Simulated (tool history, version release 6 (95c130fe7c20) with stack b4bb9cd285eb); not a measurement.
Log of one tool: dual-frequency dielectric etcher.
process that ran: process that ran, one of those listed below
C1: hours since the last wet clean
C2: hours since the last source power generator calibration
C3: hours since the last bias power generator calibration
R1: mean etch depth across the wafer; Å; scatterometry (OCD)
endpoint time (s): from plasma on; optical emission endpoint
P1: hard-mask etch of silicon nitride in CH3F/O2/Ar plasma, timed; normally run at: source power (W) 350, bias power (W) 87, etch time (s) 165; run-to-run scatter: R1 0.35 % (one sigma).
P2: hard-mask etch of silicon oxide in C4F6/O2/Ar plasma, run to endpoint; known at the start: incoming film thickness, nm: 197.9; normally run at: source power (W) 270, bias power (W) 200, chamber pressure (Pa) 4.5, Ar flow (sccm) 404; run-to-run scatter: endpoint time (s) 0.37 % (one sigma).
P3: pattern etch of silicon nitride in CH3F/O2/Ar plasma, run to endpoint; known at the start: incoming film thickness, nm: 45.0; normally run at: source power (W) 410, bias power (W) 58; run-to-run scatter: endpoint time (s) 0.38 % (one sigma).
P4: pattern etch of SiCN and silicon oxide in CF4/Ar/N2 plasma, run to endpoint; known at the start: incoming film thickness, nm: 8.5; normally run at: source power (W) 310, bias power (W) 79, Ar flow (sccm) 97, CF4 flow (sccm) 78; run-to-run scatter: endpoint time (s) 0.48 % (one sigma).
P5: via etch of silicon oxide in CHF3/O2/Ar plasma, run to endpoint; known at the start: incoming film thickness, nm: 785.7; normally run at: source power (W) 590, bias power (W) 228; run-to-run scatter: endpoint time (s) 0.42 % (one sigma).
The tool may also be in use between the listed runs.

{"run": 1, "hour": 9.0, "process that ran": "P1", "source power (W)": 350, "bias power (W)": 87, "etch time (s)": 165, "C1": 339.6, "C2": 941.8, "C3": 404.4, "R1": 1149.7}
{"run": 2, "hour": 24.7, "process that ran": "P1", "source power (W)": 470, "bias power (W)": 58, "etch time (s)": 165, "C1": 355.3, "C2": 957.5, "C3": 420.1, "R1": 1121}
{"run": 3, "hour": 41.5, "process that ran": "P4", "source power (W)": 310, "bias power (W)": 79, "Ar flow (sccm)": 119, "CF4 flow (sccm)": 78, "C1": 372.1, "C2": 974.3, "C3": 436.9, "endpoint time (s)": 13.637}
{"run": 4, "hour": 53.4, "process that ran": "P2", "source power (W)": 380, "bias power (W)": 200, "Ar flow (sccm)": 404, "chamber pressure (Pa)": 4.5, "C1": 384, "C2": 986.2, "C3": 448.8, "endpoint time (s)": 66.681}
{"run": 5, "hour": 64.7, "process that ran": "P3", "source power (W)": 410, "bias power (W)": 58, "C1": 395.3, "C2": 997.5, "C3": 460.1, "endpoint time (s)": 69.797}
{"run": 6, "hour": 75.4, "process that ran": "P2", "source power (W)": 270, "bias power (W)": 200, "Ar flow (sccm)": 404, "chamber pressure (Pa)": 4.5, "C1": 406, "C2": 1008.2, "C3": 470.8, "endpoint time (s)": 76.265}
{"run": 7, "hour": 89.4, "process that ran": "P5", "source power (W)": 590, "bias power (W)": 228, "C1": 420, "C2": 1022.2, "C3": 484.8, "endpoint time (s)": 364.66}
{"run": 8, "hour": 99.3, "process that ran": "P5", "source power (W)": 590, "bias power (W)": 175, "C1": 429.9, "C2": 1032.1, "C3": 494.7, "endpoint time (s)": 395.54}
{"run": 9, "hour": 108.0, "process that ran": "P2", "source power (W)": 270, "bias power (W)": 200, "Ar flow (sccm)": 404, "chamber pressure (Pa)": 6.4, "C1": 438.6, "C2": 1040.8, "C3": 503.4, "endpoint time (s)": 78.76}
{"run": 10, "hour": 118.8, "process that ran": "P1", "source power (W)": 350, "bias power (W)": 87, "etch time (s)": 165, "C1": 449.4, "C2": 1051.6, "C3": 514.2, "R1": 1149.4}
{"run": 11, "hour": 135.5, "process that ran": "P3", "source power (W)": 560, "bias power (W)": 58, "C1": 466.1, "C2": 1068.3, "C3": 530.9, "endpoint time (s)": 62.329}
{"hour": 136.5, "done": "bias power generator calibrated"}
{"run": 12, "hour": 146.5, "process that ran": "P2", "source power (W)": 270, "bias power (W)": 279, "Ar flow (sccm)": 404, "chamber pressure (Pa)": 4.5, "C1": 477.1, "C2": 1079.3, "C3": 10, "endpoint time (s)": 67.623}
{"run": 13, "hour": 161.0, "process that ran": "P1", "source power (W)": 350, "bias power (W)": 87, "etch time (s)": 165, "C1": 491.6, "C2": 1093.8, "C3": 24.5, "R1": 1145.5}
{"run": 14, "hour": 176.6, "process that ran": "P1", "source power (W)": 350, "bias power (W)": 87, "etch time (s)": 106, "C1": 507.2, "C2": 1109.4, "C3": 40.1, "R1": 743.49}
{"run": 15, "hour": 190.0, "process that ran": "P4", "source power (W)": 310, "bias power (W)": 79, "Ar flow (sccm)": 97, "CF4 flow (sccm)": 78, "C1": 520.6, "C2": 1122.8, "C3": 53.5, "endpoint time (s)": 13.179}
{"run": 16, "hour": 201.1, "process that ran": "P1", "source power (W)": 350, "bias power (W)": 87, "etch time (s)": 209, "C1": 531.7, "C2": 1133.9, "C3": 64.6, "R1": 1465.9}
{"run": 17, "hour": 210.4, "process that ran": "P2", "source power (W)": 270, "bias power (W)": 200, "Ar flow (sccm)": 295, "chamber pressure (Pa)": 4.5, "C1": 541, "C2": 1143.2, "C3": 73.9, "endpoint time (s)": 73.914}
{"run": 18, "hour": 227.6, "process that ran": "P1", "source power (W)": 350, "bias power (W)": 61, "etch time (s)": 200, "C1": 558.2, "C2": 1160.4, "C3": 91.1, "R1": 1231.5}
{"run": 19, "hour": 236.2, "process that ran": "P1", "source power (W)": 460, "bias power (W)": 87, "etch time (s)": 222, "C1": 566.8, "C2": 1169, "C3": 99.7, "R1": 1718.8}
{"run": 20, "hour": 247.0, "process that ran": "P1", "source power (W)": 350, "bias power (W)": 87, "etch time (s)": 165, "C1": 577.6, "C2": 1179.8, "C3": 110.5, "R1": 1149.1}
{"run": 21, "hour": 255.4, "process that ran": "P5", "source power (W)": 700, "bias power (W)": 228, "C1": 586, "C2": 1188.2, "C3": 118.9, "endpoint time (s)": 343.42}
{"run": 22, "hour": 268.0, "process that ran": "P3", "source power (W)": 410, "bias power (W)": 36, "C1": 598.6, "C2": 1200.8, "C3": 131.5, "endpoint time (s)": 81.253}
{"run": 23, "hour": 280.4, "process that ran": "P4", "source power (W)": 180, "bias power (W)": 79, "Ar flow (sccm)": 97, "CF4 flow (sccm)": 78, "C1": 611, "C2": 1213.2, "C3": 143.9, "endpoint time (s)": 21.318}
{"run": 24, "hour": 294.2, "process that ran": "P1", "source power (W)": 350, "bias power (W)": 53, "etch time (s)": 165, "C1": 624.8, "C2": 1227, "C3": 157.7, "R1": 972.34}

Run 25 comes next. What will it give?
{"run": 25, "hour": 305.8, "process that ran": "P1", "source power (W)": 350, "bias power (W)": 87, "etch time (s)": 165, "C1": 636.4, "C2": 1238.6, "C3": 169.3, "R1": "?"}

Run 25 gave R1 1144.8 Å.

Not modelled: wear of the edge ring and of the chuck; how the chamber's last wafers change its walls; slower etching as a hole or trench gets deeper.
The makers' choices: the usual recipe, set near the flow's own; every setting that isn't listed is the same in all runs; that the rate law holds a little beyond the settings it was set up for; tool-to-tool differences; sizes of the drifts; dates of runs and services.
